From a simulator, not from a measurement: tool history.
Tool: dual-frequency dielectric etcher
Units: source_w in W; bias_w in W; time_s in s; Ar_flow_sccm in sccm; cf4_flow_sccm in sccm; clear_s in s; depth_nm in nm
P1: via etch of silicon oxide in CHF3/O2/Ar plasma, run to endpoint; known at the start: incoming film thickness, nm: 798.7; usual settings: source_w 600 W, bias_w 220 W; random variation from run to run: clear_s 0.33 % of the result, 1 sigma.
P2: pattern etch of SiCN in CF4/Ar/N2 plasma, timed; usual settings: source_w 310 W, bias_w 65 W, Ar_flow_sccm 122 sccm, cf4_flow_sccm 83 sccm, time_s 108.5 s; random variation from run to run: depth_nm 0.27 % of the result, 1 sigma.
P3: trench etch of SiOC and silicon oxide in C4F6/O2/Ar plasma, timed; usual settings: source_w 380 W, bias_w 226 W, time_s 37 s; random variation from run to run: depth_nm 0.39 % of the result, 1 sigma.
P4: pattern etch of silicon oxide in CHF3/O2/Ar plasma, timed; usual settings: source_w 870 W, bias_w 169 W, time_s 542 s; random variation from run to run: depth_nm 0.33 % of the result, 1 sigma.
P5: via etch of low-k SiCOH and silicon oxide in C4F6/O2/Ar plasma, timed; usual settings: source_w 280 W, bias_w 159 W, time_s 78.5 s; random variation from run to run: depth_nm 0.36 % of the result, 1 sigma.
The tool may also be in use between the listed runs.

run	day	process	source_w	bias_w	time_s	Ar_flow_sccm	cf4_flow_sccm	clear_s	depth_nm
1	0.712	P1	600	220				357.64	
2	1.371	P5	280	159	78.5				183.32
3	2.025	P1	600	291				323.49	
4	2.512	P5	280	211	78.5				202.9
5	3.204	P4	650	169	542				1068.8
6	3.671	P1	600	220				359.29	
7	4.208	P1	460	220				399.86	
8	4.788	P3	380	136	37				65.082
9	5.121	P2	310	65	108.5	122	83		66.621
10	5.812	P3	530	226	37				86.858
11	6.388	P1	600	220				359.77	
12	7.038	P2	310	65	108.5	86	83		70.131
13	7.654	P4	870	169	542				1203.8
14	8.308	P4	870	101	542				1019.1
15	8.933	P1	600	220				360.66	
16	9.304	P1	600	156				405.45	
17	9.775	P1	440	166				446.07	
# day 10.021: bias power generator calibrated
18	10.438	P1	480	142				455.46	
19	11.038	P1	750	147				379.91	
20	11.688	P3	380	226	37				75.847
21	12.221	P3	380	226	21.5				44.208
22	12.812	P2	380	65	108.5	122	83		79.729
23	13.238	P5	280	159	49				114.9
24	13.708	P2	310	85	108.5	122	83		73.346
25	14.271	P3	380	226	37				76.53
26	14.788	P5	180	159	78.5				154.62
27	15.121	P2	310	65	108.5	122	107		68.83
28	15.579	P2	310	65	154.5	122	83		95.37
29	16.158	P1	810	220				322.2	
30	16.538	P1	600	220				359.58	
31	17.233	P4	870	169	367.5				807.02
32	17.838	P1	600	220				360.59	
33	18.225	P1	600	220				358.37	
34	18.588	P1	600	220				353.8	
35	19.054	P1	600	220				353.58	
36	19.579	P1	600	220				353.56	
# day 19.725: wet clean of the chamber
37	20.162	P1	600	220				354.55	

Run 38 comes next. What will it give?
38	20.675	P1	600	220				?	

clear_s: 353.25 s

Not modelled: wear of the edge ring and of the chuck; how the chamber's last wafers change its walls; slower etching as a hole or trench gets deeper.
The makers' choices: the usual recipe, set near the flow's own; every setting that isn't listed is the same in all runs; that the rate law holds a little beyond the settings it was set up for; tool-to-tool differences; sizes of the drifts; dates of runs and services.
